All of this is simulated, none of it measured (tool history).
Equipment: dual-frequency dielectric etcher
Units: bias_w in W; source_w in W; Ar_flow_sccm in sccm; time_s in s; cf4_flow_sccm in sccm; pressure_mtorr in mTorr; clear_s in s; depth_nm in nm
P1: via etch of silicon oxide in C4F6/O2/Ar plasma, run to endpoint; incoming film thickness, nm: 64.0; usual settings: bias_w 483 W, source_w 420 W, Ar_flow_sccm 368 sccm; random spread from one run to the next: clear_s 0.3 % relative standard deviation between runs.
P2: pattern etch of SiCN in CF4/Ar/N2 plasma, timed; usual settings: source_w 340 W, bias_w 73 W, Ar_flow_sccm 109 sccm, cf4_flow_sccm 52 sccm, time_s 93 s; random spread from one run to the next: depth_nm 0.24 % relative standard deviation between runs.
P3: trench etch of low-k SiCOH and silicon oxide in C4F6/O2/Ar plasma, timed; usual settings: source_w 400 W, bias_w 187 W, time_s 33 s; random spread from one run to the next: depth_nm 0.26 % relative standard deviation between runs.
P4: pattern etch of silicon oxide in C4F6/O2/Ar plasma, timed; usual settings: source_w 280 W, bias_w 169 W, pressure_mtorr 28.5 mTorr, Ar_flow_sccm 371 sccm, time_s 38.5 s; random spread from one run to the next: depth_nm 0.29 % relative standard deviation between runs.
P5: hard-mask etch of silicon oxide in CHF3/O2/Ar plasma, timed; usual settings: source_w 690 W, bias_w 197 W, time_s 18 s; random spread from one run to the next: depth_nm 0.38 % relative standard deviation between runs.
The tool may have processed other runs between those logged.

| run | hour | process | bias_w | source_w | Ar_flow_sccm | time_s | cf4_flow_sccm | pressure_mtorr | clear_s | depth_nm |
|---|---|---|---|---|---|---|---|---|---|---|
| 1 | 12.8 | P1 | 483 | 420 | 368 |  |  |  | 14.353 |  |
| 2 | 19.7 | P1 | 483 | 420 | 368 |  |  |  | 14.276 |  |
| 3 | 34.5 | P5 | 197 | 690 |  | 18 |  |  |  | 38.978 |
| 4 | 46.5 | P1 | 483 | 420 | 439 |  |  |  | 14.635 |  |
| 5 | 60 | P5 | 244 | 690 |  | 18 |  |  |  | 42.078 |
| 6 | 69.8 | P1 | 483 | 420 | 368 |  |  |  | 14.371 |  |
| 7 | 81.6 | P5 | 197 | 690 |  | 10 |  |  |  | 21.911 |
| 8 | 92.4 | P2 | 97 | 340 | 109 | 93 | 52 |  |  | 66.182 |
| 9 | 106.7 | P1 | 323 | 420 | 368 |  |  |  | 16.507 |  |
| 10 | 121.3 | P1 | 483 | 530 | 465 |  |  |  | 13.52 |  |
| 11 | 135.6 | P1 | 483 | 420 | 368 |  |  |  | 14.363 |  |
| 12 | 142.1 | P4 | 169 | 180 | 371 | 38.5 |  | 28.5 |  | 84.766 |
| 13 | 155 | P4 | 169 | 280 | 371 | 38.5 |  | 28.5 |  | 100.59 |
| 14 | 162.3 | P1 | 483 | 580 | 368 |  |  |  | 12.713 |  |
| 15 | 169.3 | P2 | 73 | 420 | 109 | 93 | 52 |  |  | 71.759 |
| 16 | 180.1 | P1 | 483 | 420 | 368 |  |  |  | 14.255 |  |
| 17 | 186.7 | P1 | 640 | 420 | 368 |  |  |  | 12.859 |  |
| 18 | 198.3 | P1 | 483 | 420 | 368 |  |  |  | 14.369 |  |
| 19 | 212.7 | P4 | 169 | 280 | 488 | 38.5 |  | 28.5 |  | 97.805 |
| 20 | 225.5 | P2 | 73 | 340 | 109 | 93 | 52 |  |  | 59.334 |
| 21 | 232.3 | P1 | 483 | 420 | 271 |  |  |  | 13.745 |  |
| 22 | 242.7 | P2 | 73 | 340 | 109 | 114 | 52 |  |  | 72.992 |
| 23 | 255 | P2 | 73 | 340 | 75 | 93 | 52 |  |  | 62.989 |
| 24 | 264.8 | P4 | 169 | 280 | 371 | 38.5 |  | 38 |  | 96.856 |
| 25 | 279.2 | P3 | 247 | 400 |  | 33 |  |  |  | 116.39 |
| 26 | 291.1 | P3 | 187 | 400 |  | 33 |  |  |  | 106.59 |
| 27 | 303.2 | P4 | 169 | 280 | 371 | 47 |  | 28.5 |  | 122.63 |
| 28 | 315.6 | P3 | 187 | 400 |  | 45 |  |  |  | 145.24 |
| 29 | 324.4 | P1 | 483 | 290 | 368 |  |  |  | 16.353 |  |
| 30 | 331.5 | P1 | 483 | 420 | 368 |  |  |  | 14.333 |  |
| 31 | 338.8 | P5 | 197 | 560 |  | 18 |  |  |  | 35.98 |
| 32 | 352.6 | P1 | 656 | 310 | 368 |  |  |  | 14.228 |  |
| 33 | 359.4 | P2 | 73 | 340 | 109 | 93 | 52 |  |  | 59.571 |
| 34 | 372.9 | P4 | 100 | 280 | 371 | 38.5 |  | 28.5 |  | 85.708 |
| 35 | 380.9 | P3 | 187 | 510 |  | 33 |  |  |  | 116.99 |
| 36 | 390.6 | P2 | 73 | 340 | 109 | 93 | 72 |  |  | 62.43 |
| 37 | 403.4 | P1 | 483 | 420 | 368 |  |  |  | 14.365 |  |
| 38 | 417 | P1 | 483 | 420 | 368 |  |  |  | 14.507 |  |
| 39 | 428.6 | P1 | 483 | 420 | 368 |  |  |  | 14.422 |  |
| 40 | 440.7 | P1 | 483 | 420 | 368 |  |  |  | 14.526 |  |
|  | 444 | Ar flow controller replaced |
| 41 | 454.4 | P1 | 483 | 420 | 368 |  |  |  | 14.519 |  |
|  | 457.8 | wet clean of the chamber |
| 42 | 467.5 | P1 | 483 | 420 | 368 |  |  |  | 14.573 |  |

Run 43 comes next. What will it give?
| 43 | 478.8 | P1 | 483 | 420 | 368 |  |  |  | ? |  |

Logged for run 43: clear_s 14.55 s.

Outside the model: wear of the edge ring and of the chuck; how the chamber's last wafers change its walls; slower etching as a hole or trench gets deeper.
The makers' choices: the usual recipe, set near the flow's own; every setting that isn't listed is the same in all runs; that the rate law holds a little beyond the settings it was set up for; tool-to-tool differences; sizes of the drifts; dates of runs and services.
